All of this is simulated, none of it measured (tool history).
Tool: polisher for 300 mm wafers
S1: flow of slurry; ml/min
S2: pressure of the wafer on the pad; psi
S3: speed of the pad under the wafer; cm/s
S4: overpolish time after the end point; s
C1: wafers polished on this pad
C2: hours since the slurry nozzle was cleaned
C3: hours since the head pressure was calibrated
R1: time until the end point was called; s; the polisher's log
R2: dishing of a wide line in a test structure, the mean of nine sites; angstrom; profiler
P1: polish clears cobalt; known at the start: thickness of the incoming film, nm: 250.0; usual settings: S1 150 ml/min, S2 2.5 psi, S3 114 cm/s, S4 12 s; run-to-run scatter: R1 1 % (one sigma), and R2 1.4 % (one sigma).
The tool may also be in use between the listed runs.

Run 1, hour 11.1: S1 150 ml/min, S2 2.5 psi, S3 114 cm/s, S4 12 s; C1 357; C2 456.1; C3 803.7. Result: R1 39.341 s, R2 401.22 angstrom.
Run 2, hour 22.8: S1 150 ml/min, S2 3.9 psi, S3 114 cm/s, S4 12 s; C1 451; C2 467.8; C3 815.4. Result: R1 24.949 s, R2 473.94 angstrom.
Run 3, hour 35.3: S1 150 ml/min, S2 1.1 psi, S3 114 cm/s, S4 12 s; C1 550; C2 480.3; C3 827.9. Result: R1 85.678 s, R2 251.83 angstrom.
Run 4, hour 45.7: S1 185 ml/min, S2 2.5 psi, S3 140 cm/s, S4 12 s; C1 633; C2 490.7; C3 838.3. Result: R1 30.057 s, R2 454.79 angstrom.
Run 5, hour 53.1: S1 200 ml/min, S2 2.5 psi, S3 114 cm/s, S4 4 s; C1 692; C2 498.1; C3 845.7. Result: R1 36.757 s, R2 209.36 angstrom.
Run 6, hour 60.3: S1 150 ml/min, S2 2.5 psi, S3 114 cm/s, S4 24 s; C1 749; C2 505.3; C3 852.9. Result: R1 38.236 s, R2 494.58 angstrom.
Run 7, hour 69.1: S1 150 ml/min, S2 2.5 psi, S3 114 cm/s, S4 12 s; C1 819; C2 514.1; C3 861.7. Result: R1 38.427 s, R2 414.86 angstrom.
Run 8, hour 77.4: S1 90 ml/min, S2 2.5 psi, S3 114 cm/s, S4 12 s; C1 885; C2 522.4; C3 870.0. Result: R1 43.292 s, R2 381.80 angstrom.
Run 9, hour 87.8: S1 150 ml/min, S2 3.9 psi, S3 62 cm/s, S4 12 s; C1 968; C2 532.8; C3 880.4. Result: R1 44.977 s, R2 378.04 angstrom.
Run 10, hour 96.0: S1 150 ml/min, S2 2.5 psi, S3 114 cm/s, S4 12 s; C1 1033; C2 541.0; C3 888.6. Result: R1 38.297 s, R2 407.58 angstrom.
Run 11, hour 104.1: S1 150 ml/min, S2 2.5 psi, S3 114 cm/s, S4 4 s; C1 1097; C2 549.1; C3 896.7. Result: R1 38.252 s, R2 195.36 angstrom.
Run 12, hour 110.0: S1 195 ml/min, S2 2.5 psi, S3 114 cm/s, S4 12 s; C1 1144; C2 555.0; C3 902.6. Result: R1 37.324 s, R2 405.78 angstrom.
Run 13, hour 118.9: S1 150 ml/min, S2 2.5 psi, S3 74 cm/s, S4 12 s; C1 1215; C2 563.9; C3 911.5. Result: R1 59.816 s, R2 317.99 angstrom.
Run 14, hour 127.7: S1 150 ml/min, S2 2.5 psi, S3 150 cm/s, S4 12 s; C1 1285; C2 572.7; C3 920.3. Result: R1 28.940 s, R2 452.07 angstrom.
Run 15, hour 133.3: S1 150 ml/min, S2 2.5 psi, S3 114 cm/s, S4 12 s; C1 1330; C2 578.3; C3 925.9. Result: R1 38.881 s, R2 400.52 angstrom.
Run 16, hour 139.5: S1 150 ml/min, S2 2.5 psi, S3 114 cm/s, S4 12 s; C1 1379; C2 584.5; C3 932.1. Result: R1 37.835 s, R2 408.70 angstrom.

Run 17 comes next. What will it give?
Run 17, hour 146.0: S1 150 ml/min, S2 2.5 psi, S3 114 cm/s, S4 12 s; C1 1431; C2 591.0; C3 938.6. Result: R1 ?, R2 ?.

{"run 17": {"R1": 38.173, "R2": 403.98}}

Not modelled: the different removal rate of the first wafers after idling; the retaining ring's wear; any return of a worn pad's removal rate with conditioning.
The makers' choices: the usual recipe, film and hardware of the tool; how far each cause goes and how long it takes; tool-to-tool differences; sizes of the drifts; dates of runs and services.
